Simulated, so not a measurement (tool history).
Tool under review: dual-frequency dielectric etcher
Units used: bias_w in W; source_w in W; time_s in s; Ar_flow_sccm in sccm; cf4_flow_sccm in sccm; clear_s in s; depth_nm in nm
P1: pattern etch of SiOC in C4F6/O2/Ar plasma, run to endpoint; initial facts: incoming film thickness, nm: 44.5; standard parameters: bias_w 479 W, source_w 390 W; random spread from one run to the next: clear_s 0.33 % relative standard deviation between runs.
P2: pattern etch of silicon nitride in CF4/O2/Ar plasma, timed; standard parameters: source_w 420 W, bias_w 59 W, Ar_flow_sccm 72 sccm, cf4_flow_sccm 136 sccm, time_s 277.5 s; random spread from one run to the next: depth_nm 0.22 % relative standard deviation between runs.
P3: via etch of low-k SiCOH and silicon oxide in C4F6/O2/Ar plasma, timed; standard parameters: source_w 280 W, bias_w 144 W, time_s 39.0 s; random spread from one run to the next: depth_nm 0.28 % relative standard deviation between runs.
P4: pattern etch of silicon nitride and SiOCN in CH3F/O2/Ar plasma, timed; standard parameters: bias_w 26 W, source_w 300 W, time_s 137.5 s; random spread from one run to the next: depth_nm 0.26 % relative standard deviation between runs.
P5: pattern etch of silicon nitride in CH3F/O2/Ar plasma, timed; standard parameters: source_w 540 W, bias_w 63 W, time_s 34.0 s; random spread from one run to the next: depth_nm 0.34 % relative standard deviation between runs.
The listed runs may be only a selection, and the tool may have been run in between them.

{"run": 1, "day": 0.167, "process": "P1", "bias_w": 479, "source_w": 390, "clear_s": 15.653}
{"run": 2, "day": 0.371, "process": "P5", "bias_w": 63, "source_w": 540, "time_s": 46.0, "depth_nm": 34.033}
{"run": 3, "day": 0.633, "process": "P1", "bias_w": 479, "source_w": 390, "clear_s": 15.686}
{"run": 4, "day": 0.804, "process": "P2", "bias_w": 59, "source_w": 420, "time_s": 277.5, "Ar_flow_sccm": 72, "cf4_flow_sccm": 163, "depth_nm": 529.62}
{"run": 5, "day": 0.992, "process": "P3", "bias_w": 144, "source_w": 280, "time_s": 39.0, "depth_nm": 74.379}
{"run": 6, "day": 1.225, "process": "P1", "bias_w": 479, "source_w": 390, "clear_s": 15.621}
{"run": 7, "day": 1.492, "process": "P2", "bias_w": 59, "source_w": 420, "time_s": 277.5, "Ar_flow_sccm": 48, "cf4_flow_sccm": 136, "depth_nm": 537.77}
{"run": 8, "day": 1.779, "process": "P2", "bias_w": 59, "source_w": 420, "time_s": 214.5, "Ar_flow_sccm": 72, "cf4_flow_sccm": 136, "depth_nm": 403.63}
{"run": 9, "day": 2.033, "process": "P2", "bias_w": 59, "source_w": 420, "time_s": 277.5, "Ar_flow_sccm": 72, "cf4_flow_sccm": 136, "depth_nm": 519.16}
{"run": 10, "day": 2.317, "process": "P1", "bias_w": 611, "source_w": 390, "clear_s": 14.314}
{"day": 2.558, "done": "wet clean of the chamber"}
{"run": 11, "day": 2.662, "process": "P1", "bias_w": 479, "source_w": 310, "clear_s": 17.09}
{"run": 12, "day": 2.954, "process": "P1", "bias_w": 479, "source_w": 390, "clear_s": 15.598}
{"run": 13, "day": 3.158, "process": "P1", "bias_w": 363, "source_w": 390, "clear_s": 17.426}
{"run": 14, "day": 3.433, "process": "P4", "bias_w": 26, "source_w": 410, "time_s": 137.5, "depth_nm": 19.723}
{"run": 15, "day": 3.592, "process": "P4", "bias_w": 26, "source_w": 300, "time_s": 205.5, "depth_nm": 26.648}
{"run": 16, "day": 3.95, "process": "P1", "bias_w": 592, "source_w": 500, "clear_s": 13.243}
{"run": 17, "day": 4.275, "process": "P1", "bias_w": 479, "source_w": 390, "clear_s": 15.688}
{"run": 18, "day": 4.483, "process": "P2", "bias_w": 59, "source_w": 350, "time_s": 277.5, "Ar_flow_sccm": 72, "cf4_flow_sccm": 136, "depth_nm": 444.67}
{"run": 19, "day": 4.771, "process": "P2", "bias_w": 59, "source_w": 420, "time_s": 277.5, "Ar_flow_sccm": 72, "cf4_flow_sccm": 136, "depth_nm": 518.5}

Forecast run 20:
{"run": 20, "day": 4.975, "process": "P5", "bias_w": 63, "source_w": 360, "time_s": 34.0, "depth_nm": "?"}

{"run 20": {"depth_nm": 21.543}}

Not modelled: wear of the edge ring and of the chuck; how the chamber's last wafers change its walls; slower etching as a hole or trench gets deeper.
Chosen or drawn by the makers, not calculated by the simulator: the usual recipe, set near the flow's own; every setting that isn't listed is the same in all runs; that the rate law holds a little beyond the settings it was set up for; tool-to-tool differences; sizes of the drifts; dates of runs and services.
